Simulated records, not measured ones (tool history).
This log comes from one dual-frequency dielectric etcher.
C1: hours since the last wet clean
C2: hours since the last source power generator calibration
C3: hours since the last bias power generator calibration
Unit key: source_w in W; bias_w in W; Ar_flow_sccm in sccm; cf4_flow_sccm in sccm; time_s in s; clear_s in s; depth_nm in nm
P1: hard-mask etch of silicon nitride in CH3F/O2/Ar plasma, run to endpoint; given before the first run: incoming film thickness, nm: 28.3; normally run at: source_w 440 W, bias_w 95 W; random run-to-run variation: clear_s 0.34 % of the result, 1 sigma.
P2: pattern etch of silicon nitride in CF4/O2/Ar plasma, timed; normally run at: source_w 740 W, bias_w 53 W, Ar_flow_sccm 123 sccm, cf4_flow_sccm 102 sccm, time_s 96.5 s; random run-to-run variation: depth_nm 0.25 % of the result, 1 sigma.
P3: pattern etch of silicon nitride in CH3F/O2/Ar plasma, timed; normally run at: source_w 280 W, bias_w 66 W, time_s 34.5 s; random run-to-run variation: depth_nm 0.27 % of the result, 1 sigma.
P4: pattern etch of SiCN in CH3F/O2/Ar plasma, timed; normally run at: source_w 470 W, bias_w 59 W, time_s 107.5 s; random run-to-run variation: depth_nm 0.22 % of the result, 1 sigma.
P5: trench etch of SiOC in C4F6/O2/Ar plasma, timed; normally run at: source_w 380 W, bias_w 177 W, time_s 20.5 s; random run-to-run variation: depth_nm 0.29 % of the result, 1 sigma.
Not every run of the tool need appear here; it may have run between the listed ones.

{"run": 1, "hour": 6.6, "process": "P1", "source_w": 440, "bias_w": 95, "C1": 284.6, "C2": 408.9, "C3": 1183.9, "clear_s": 36.865}
{"run": 2, "hour": 14.0, "process": "P1", "source_w": 330, "bias_w": 133, "C1": 292.0, "C2": 416.3, "C3": 1191.3, "clear_s": 36.238}
{"run": 3, "hour": 19.2, "process": "P1", "source_w": 440, "bias_w": 95, "C1": 297.2, "C2": 421.5, "C3": 1196.5, "clear_s": 37.067}
{"run": 4, "hour": 23.1, "process": "P2", "source_w": 740, "bias_w": 53, "Ar_flow_sccm": 123, "cf4_flow_sccm": 102, "time_s": 130.5, "C1": 301.1, "C2": 425.4, "C3": 1200.4, "depth_nm": 350.82}
{"run": 5, "hour": 26.5, "process": "P2", "source_w": 740, "bias_w": 71, "Ar_flow_sccm": 123, "cf4_flow_sccm": 102, "time_s": 96.5, "C1": 304.5, "C2": 428.8, "C3": 1203.8, "depth_nm": 288.1}
{"hour": 29.0, "done": "bias power generator calibrated"}
{"run": 6, "hour": 33.6, "process": "P1", "source_w": 440, "bias_w": 95, "C1": 311.6, "C2": 435.9, "C3": 4.6, "clear_s": 36.991}
{"run": 7, "hour": 37.1, "process": "P2", "source_w": 740, "bias_w": 53, "Ar_flow_sccm": 74, "cf4_flow_sccm": 102, "time_s": 96.5, "C1": 315.1, "C2": 439.4, "C3": 8.1, "depth_nm": 275.24}
{"run": 8, "hour": 41.6, "process": "P4", "source_w": 470, "bias_w": 59, "time_s": 107.5, "C1": 319.6, "C2": 443.9, "C3": 12.6, "depth_nm": 39.709}
{"run": 9, "hour": 49.0, "process": "P1", "source_w": 440, "bias_w": 95, "C1": 327.0, "C2": 451.3, "C3": 20.0, "clear_s": 36.94}
{"run": 10, "hour": 55.5, "process": "P4", "source_w": 560, "bias_w": 59, "time_s": 107.5, "C1": 333.5, "C2": 457.8, "C3": 26.5, "depth_nm": 42.366}
{"run": 11, "hour": 60.1, "process": "P4", "source_w": 470, "bias_w": 59, "time_s": 65.5, "C1": 338.1, "C2": 462.4, "C3": 31.1, "depth_nm": 24.097}
{"run": 12, "hour": 67.7, "process": "P5", "source_w": 380, "bias_w": 177, "time_s": 20.5, "C1": 345.7, "C2": 470.0, "C3": 38.7, "depth_nm": 43.021}
{"run": 13, "hour": 74.7, "process": "P1", "source_w": 440, "bias_w": 117, "C1": 352.7, "C2": 477.0, "C3": 45.7, "clear_s": 34.281}
{"run": 14, "hour": 79.4, "process": "P3", "source_w": 280, "bias_w": 66, "time_s": 34.5, "C1": 357.4, "C2": 481.7, "C3": 50.4, "depth_nm": 20.653}
{"run": 15, "hour": 85.3, "process": "P2", "source_w": 740, "bias_w": 53, "Ar_flow_sccm": 123, "cf4_flow_sccm": 102, "time_s": 96.5, "C1": 363.3, "C2": 487.6, "C3": 56.3, "depth_nm": 258.73}
{"run": 16, "hour": 92.9, "process": "P1", "source_w": 570, "bias_w": 95, "C1": 370.9, "C2": 495.2, "C3": 63.9, "clear_s": 33.721}
{"run": 17, "hour": 100.1, "process": "P1", "source_w": 440, "bias_w": 65, "C1": 378.1, "C2": 502.4, "C3": 71.1, "clear_s": 42.11}
{"run": 18, "hour": 106.9, "process": "P1", "source_w": 440, "bias_w": 95, "C1": 384.9, "C2": 509.2, "C3": 77.9, "clear_s": 37.107}
{"run": 19, "hour": 111.6, "process": "P3", "source_w": 330, "bias_w": 66, "time_s": 34.5, "C1": 389.6, "C2": 513.9, "C3": 82.6, "depth_nm": 21.909}
{"run": 20, "hour": 115.8, "process": "P1", "source_w": 560, "bias_w": 73, "C1": 393.8, "C2": 518.1, "C3": 86.8, "clear_s": 37.273}
{"run": 21, "hour": 119.9, "process": "P3", "source_w": 280, "bias_w": 90, "time_s": 34.5, "C1": 397.9, "C2": 522.2, "C3": 90.9, "depth_nm": 23.068}
{"run": 22, "hour": 123.6, "process": "P1", "source_w": 280, "bias_w": 133, "C1": 401.6, "C2": 525.9, "C3": 94.6, "clear_s": 38.376}
{"run": 23, "hour": 127.6, "process": "P4", "source_w": 470, "bias_w": 39, "time_s": 107.5, "C1": 405.6, "C2": 529.9, "C3": 98.6, "depth_nm": 34.815}
{"run": 24, "hour": 134.2, "process": "P2", "source_w": 740, "bias_w": 53, "Ar_flow_sccm": 123, "cf4_flow_sccm": 144, "time_s": 96.5, "C1": 412.2, "C2": 536.5, "C3": 105.2, "depth_nm": 269.29}
{"run": 25, "hour": 140.4, "process": "P5", "source_w": 500, "bias_w": 177, "time_s": 20.5, "C1": 418.4, "C2": 542.7, "C3": 111.4, "depth_nm": 47.916}
{"run": 26, "hour": 146.9, "process": "P5", "source_w": 380, "bias_w": 177, "time_s": 20.5, "C1": 424.9, "C2": 549.2, "C3": 117.9, "depth_nm": 42.931}
{"run": 27, "hour": 150.6, "process": "P5", "source_w": 380, "bias_w": 177, "time_s": 13.0, "C1": 428.6, "C2": 552.9, "C3": 121.6, "depth_nm": 27.293}
{"run": 28, "hour": 155.8, "process": "P2", "source_w": 740, "bias_w": 53, "Ar_flow_sccm": 123, "cf4_flow_sccm": 102, "time_s": 96.5, "C1": 433.8, "C2": 558.1, "C3": 126.8, "depth_nm": 258.48}
{"run": 29, "hour": 162.4, "process": "P1", "source_w": 350, "bias_w": 95, "C1": 440.4, "C2": 564.7, "C3": 133.4, "clear_s": 40.459}
{"run": 30, "hour": 166.1, "process": "P1", "source_w": 440, "bias_w": 95, "C1": 444.1, "C2": 568.4, "C3": 137.1, "clear_s": 36.776}
{"run": 31, "hour": 169.6, "process": "P3", "source_w": 280, "bias_w": 66, "time_s": 19.0, "C1": 447.6, "C2": 571.9, "C3": 140.6, "depth_nm": 11.38}
{"run": 32, "hour": 175.8, "process": "P5", "source_w": 380, "bias_w": 136, "time_s": 20.5, "C1": 453.8, "C2": 578.1, "C3": 146.8, "depth_nm": 39.653}
{"run": 33, "hour": 180.2, "process": "P2", "source_w": 890, "bias_w": 53, "Ar_flow_sccm": 123, "cf4_flow_sccm": 102, "time_s": 96.5, "C1": 458.2, "C2": 582.5, "C3": 151.2, "depth_nm": 303.1}
{"run": 34, "hour": 184.4, "process": "P1", "source_w": 440, "bias_w": 95, "C1": 462.4, "C2": 586.7, "C3": 155.4, "clear_s": 37.122}
{"run": 35, "hour": 188.9, "process": "P1", "source_w": 440, "bias_w": 95, "C1": 466.9, "C2": 591.2, "C3": 159.9, "clear_s": 36.982}
{"run": 36, "hour": 195.8, "process": "P1", "source_w": 440, "bias_w": 95, "C1": 473.8, "C2": 598.1, "C3": 166.8, "clear_s": 36.54}
{"run": 37, "hour": 202.0, "process": "P1", "source_w": 440, "bias_w": 95, "C1": 480.0, "C2": 604.3, "C3": 173.0, "clear_s": 36.691}
{"run": 38, "hour": 207.0, "process": "P1", "source_w": 440, "bias_w": 95, "C1": 485.0, "C2": 609.3, "C3": 178.0, "clear_s": 36.56}
{"run": 39, "hour": 210.6, "process": "P1", "source_w": 440, "bias_w": 95, "C1": 488.6, "C2": 612.9, "C3": 181.6, "clear_s": 36.506}
{"hour": 216.5, "done": "wet clean of the chamber"}
{"run": 40, "hour": 218.1, "process": "P1", "source_w": 440, "bias_w": 95, "C1": 1.7, "C2": 620.4, "C3": 189.1, "clear_s": 36.396}
{"run": 41, "hour": 224.5, "process": "P1", "source_w": 440, "bias_w": 95, "C1": 8.1, "C2": 626.8, "C3": 195.5, "clear_s": 36.278}
{"run": 42, "hour": 230.3, "process": "P1", "source_w": 440, "bias_w": 95, "C1": 13.9, "C2": 632.6, "C3": 201.3, "clear_s": 36.356}
{"run": 43, "hour": 234.7, "process": "P1", "source_w": 440, "bias_w": 95, "C1": 18.3, "C2": 637.0, "C3": 205.7, "clear_s": 36.413}
{"run": 44, "hour": 238.4, "process": "P1", "source_w": 440, "bias_w": 95, "C1": 22.0, "C2": 640.7, "C3": 209.4, "clear_s": 36.192}

Something has made what P1 gives creep away from where it was; the 2 causes below, each at its own stated size, fit the log equally well:
A: bias power that arrives over what is set, % = 4.8
B: source power that arrives over what is set, % = 4.65
Creep in the process output first set in at about hour 188.9.
Other possible causes, and why each is ruled out:
chamber walls in a state that raises the etch rate, %: work on it at hour 216.5, done after the drift set in, did not restore what the process gave before

Question marks stand in for the results of the 4 check runs listed below, each run on one wafer. Under which run would the listed causes show clearly different results?
{"run": "check 1", "hour": 242.1, "process": "P2", "source_w": 740, "bias_w": 53, "Ar_flow_sccm": 123, "cf4_flow_sccm": 142, "time_s": 96.5, "depth_nm": "?"}
{"run": "check 2", "hour": 242.1, "process": "P3", "source_w": 320, "bias_w": 66, "time_s": 23.0, "depth_nm": "?"}
{"run": "check 3", "hour": 242.1, "process": "P5", "source_w": 500, "bias_w": 177, "time_s": 17.0, "depth_nm": "?"}
{"run": "check 4", "hour": 242.1, "process": "P4", "source_w": 470, "bias_w": 59, "time_s": 80.5, "depth_nm": "?"}

What each check would give under each cause:
check=check_1 result=depth_nm if_A=273.920 if_B=280.230
check=check_2 result=depth_nm if_A=14.714 if_B=14.731
check=check_3 result=depth_nm if_A=40.344 if_B=40.473
check=check_4 result=depth_nm if_A=30.176 if_B=30.227
Gap, in per cent, between the two causes that each check separates least, read from the result that separates them most: check 1 2.28 %; check 2 0.11 %; check 3 0.32 %; check 4 0.17 %
Check 1 distinguishes between the causes, while the remaining checks would return nearly the same result for all of them.

With check 1 done, the readings were: depth_nm 273.690 nm. Identify which of the listed causes applies.

The correct cause is A, namely: bias power that arrives over what is set, %.
